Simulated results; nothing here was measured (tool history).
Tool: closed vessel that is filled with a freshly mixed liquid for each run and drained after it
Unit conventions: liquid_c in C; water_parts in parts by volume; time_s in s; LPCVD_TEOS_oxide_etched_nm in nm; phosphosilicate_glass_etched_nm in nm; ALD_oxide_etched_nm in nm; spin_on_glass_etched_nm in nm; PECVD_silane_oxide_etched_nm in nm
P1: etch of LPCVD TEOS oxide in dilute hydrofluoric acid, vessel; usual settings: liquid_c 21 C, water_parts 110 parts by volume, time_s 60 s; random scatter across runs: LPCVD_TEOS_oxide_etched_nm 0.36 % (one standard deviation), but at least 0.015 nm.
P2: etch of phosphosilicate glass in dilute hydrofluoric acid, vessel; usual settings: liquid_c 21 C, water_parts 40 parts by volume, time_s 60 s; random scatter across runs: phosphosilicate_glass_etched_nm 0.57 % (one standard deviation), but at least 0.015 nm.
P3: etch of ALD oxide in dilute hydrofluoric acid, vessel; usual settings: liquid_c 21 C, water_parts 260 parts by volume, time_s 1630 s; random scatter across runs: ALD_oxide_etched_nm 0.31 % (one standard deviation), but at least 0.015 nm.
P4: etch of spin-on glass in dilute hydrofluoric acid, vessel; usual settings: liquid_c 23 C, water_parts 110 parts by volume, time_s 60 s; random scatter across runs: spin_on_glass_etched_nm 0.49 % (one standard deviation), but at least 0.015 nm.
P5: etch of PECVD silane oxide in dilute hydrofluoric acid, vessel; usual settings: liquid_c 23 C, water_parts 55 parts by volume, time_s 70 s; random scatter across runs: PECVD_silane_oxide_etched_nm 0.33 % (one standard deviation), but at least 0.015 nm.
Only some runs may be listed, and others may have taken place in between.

| run | hour | process | liquid_c | water_parts | time_s | hours since the thermometer was replaced | hours since the hydrofluoric acid flow meter was replaced | LPCVD_TEOS_oxide_etched_nm | phosphosilicate_glass_etched_nm | ALD_oxide_etched_nm | spin_on_glass_etched_nm | PECVD_silane_oxide_etched_nm |
|---|---|---|---|---|---|---|---|---|---|---|---|---|
| 1 | 4.7 | P1 | 21 | 110 | 60 | 1235.9 | 801.1 | 26.998 |  |  |  |  |
| 2 | 10.3 | P1 | 21 | 110 | 60 | 1241.5 | 806.7 | 26.711 |  |  |  |  |
| 3 | 15.4 | P2 | 21 | 40 | 60 | 1246.6 | 811.8 |  | 206.12 |  |  |  |
| 4 | 17.9 | P1 | 21 | 110 | 60 | 1249.1 | 814.3 | 26.79 |  |  |  |  |
| 5 | 21.9 | P3 | 21 | 260 | 360 | 1253.1 | 818.3 |  |  | 10.226 |  |  |
| 6 | 27.5 | P4 | 23 | 110 | 60 | 1258.7 | 823.9 |  |  |  | 20.431 |  |
|  | 30.1 | thermometer replaced |
| 7 | 31.7 | P1 | 21 | 110 | 60 | 1.7 | 828.1 | 26.763 |  |  |  |  |
| 8 | 37 | P3 | 21 | 260 | 1630 | 7 | 833.4 |  |  | 46.224 |  |  |
| 9 | 41.7 | P1 | 21 | 110 | 60 | 11.7 | 838.1 | 27.013 |  |  |  |  |
| 10 | 45.6 | P2 | 21 | 40 | 95 | 15.6 | 842 |  | 324.83 |  |  |  |
| 11 | 48.6 | P1 | 17 | 110 | 60 | 18.6 | 845 | 22.85 |  |  |  |  |
| 12 | 53 | P1 | 26.5 | 110 | 60 | 23 | 849.4 | 33.389 |  |  |  |  |
| 13 | 57.9 | P1 | 21 | 180 | 60 | 27.9 | 854.3 | 15.262 |  |  |  |  |
| 14 | 63.3 | P4 | 23 | 110 | 30 | 33.3 | 859.7 |  |  |  | 10.213 |  |
| 15 | 67.2 | P2 | 21 | 70 | 60 | 37.2 | 863.6 |  | 112.31 |  |  |  |
| 16 | 71.3 | P1 | 21 | 110 | 30 | 41.3 | 867.7 | 13.456 |  |  |  |  |
| 17 | 74.8 | P2 | 29 | 40 | 60 | 44.8 | 871.2 |  | 285.74 |  |  |  |
| 18 | 78 | P5 | 23 | 55 | 70 | 48 | 874.4 |  |  |  |  | 25.827 |
| 19 | 82.3 | P1 | 21 | 110 | 60 | 52.3 | 878.7 | 26.963 |  |  |  |  |
| 20 | 86 | P1 | 27 | 165 | 60 | 56 | 882.4 | 21.205 |  |  |  |  |
| 21 | 91.3 | P1 | 21 | 110 | 95 | 61.3 | 887.7 | 42.385 |  |  |  |  |
| 22 | 94.2 | P3 | 21 | 475 | 1630 | 64.2 | 890.6 |  |  | 21.112 |  |  |
| 23 | 99 | P1 | 21 | 20 | 60 | 69 | 895.4 | 164.92 |  |  |  |  |
| 24 | 104 | P5 | 23 | 80 | 70 | 74 | 900.4 |  |  |  |  | 17.15 |
| 25 | 109.6 | P4 | 23 | 30 | 60 | 79.6 | 906 |  |  |  | 82.743 |  |
| 26 | 113.6 | P4 | 23 | 110 | 60 | 83.6 | 910 |  |  |  | 20.338 |  |
| 27 | 119 | P5 | 17 | 55 | 70 | 89 | 915.4 |  |  |  |  | 20.002 |
| 28 | 124.1 | P5 | 23 | 55 | 135 | 94.1 | 920.5 |  |  |  |  | 49.9 |
| 29 | 128 | P3 | 21 | 260 | 1630 | 98 | 924.4 |  |  | 46.707 |  |  |
| 30 | 132.3 | P3 | 28.5 | 260 | 1630 | 102.3 | 928.7 |  |  | 60.585 |  |  |
| 31 | 137.3 | P4 | 17 | 110 | 60 | 107.3 | 933.7 |  |  |  | 16 |  |
| 32 | 141.5 | P1 | 21 | 110 | 60 | 111.5 | 937.9 | 26.672 |  |  |  |  |
| 33 | 146.9 | P1 | 21 | 110 | 60 | 116.9 | 943.3 | 27.68 |  |  |  |  |
| 34 | 152.2 | P1 | 21 | 110 | 60 | 122.2 | 948.6 | 28.544 |  |  |  |  |
| 35 | 155 | P1 | 21 | 110 | 60 | 125 | 951.4 | 28.493 |  |  |  |  |
| 36 | 159.4 | P1 | 21 | 110 | 60 | 129.4 | 955.8 | 28.86 |  |  |  |  |
| 37 | 163.8 | P1 | 21 | 110 | 60 | 133.8 | 960.2 | 28.986 |  |  |  |  |
| 38 | 167.1 | P1 | 21 | 110 | 60 | 137.1 | 963.5 | 29.128 |  |  |  |  |
| 39 | 171.7 | P1 | 21 | 110 | 60 | 141.7 | 968.1 | 29.096 |  |  |  |  |
| 40 | 177.3 | P1 | 21 | 110 | 60 | 147.3 | 973.7 | 29.263 |  |  |  |  |
| 41 | 182.4 | P1 | 21 | 110 | 60 | 152.4 | 978.8 | 29.295 |  |  |  |  |
| 42 | 185.8 | P1 | 21 | 110 | 60 | 155.8 | 982.2 | 29.173 |  |  |  |  |
| 43 | 188.3 | P1 | 21 | 110 | 60 | 158.3 | 984.7 | 29.348 |  |  |  |  |

P1 no longer gives what it gave before; its output has crept away from where it was. The following 2 causes, each at its listed size, fit the log equally well:
A: liquid hotter than its thermometer reads (K) = 2.18
B: hydrofluoric acid flow above the setpoint (%) = 8.08
At approximately hour 141.5, the process output began to creep.

Of the 4 check runs listed below, each run on one wafer and each result written as a question mark, which would let you distinguish the listed causes because they would give clearly different results?
| check 1 | 190.8 | P3 | 25.5 | 410 | 1630 |  |  |  |  | ? |  |  |
| check 2 | 190.8 | P5 | 23 | 55 | 130 |  |  |  |  |  |  | ? |
| check 3 | 190.8 | P2 | 26.5 | 70 | 60 |  |  |  | ? |  |  |  |
| check 4 | 190.8 | P4 | 23 | 75 | 30 |  |  |  |  |  | ? |  |

What each check would give under each cause:
| check | result | if A | if B |
|---|---|---|---|
| check 1 | ALD_oxide_etched_nm | 32.012 | 33.229 |
| check 2 | PECVD_silane_oxide_etched_nm | 52.312 | 51.982 |
| check 3 | phosphosilicate_glass_etched_nm | 153.82 | 153.69 |
| check 4 | spin_on_glass_etched_nm | 17.054 | 17 |
Per check, the gap between the least separated pair of causes, taken in the result that splits them most: check 1 3.73 %; check 2 0.63 %; check 3 0.09 %; check 4 0.31 %
Only in check 1 would the causes give clearly different results; in the remaining checks their results would be nearly the same.

Then check 1 was run and gave: ALD_oxide_etched_nm 32.119 nm. Which cause is it?

Of the candidate causes, it is A: liquid hotter than its thermometer reads (K).
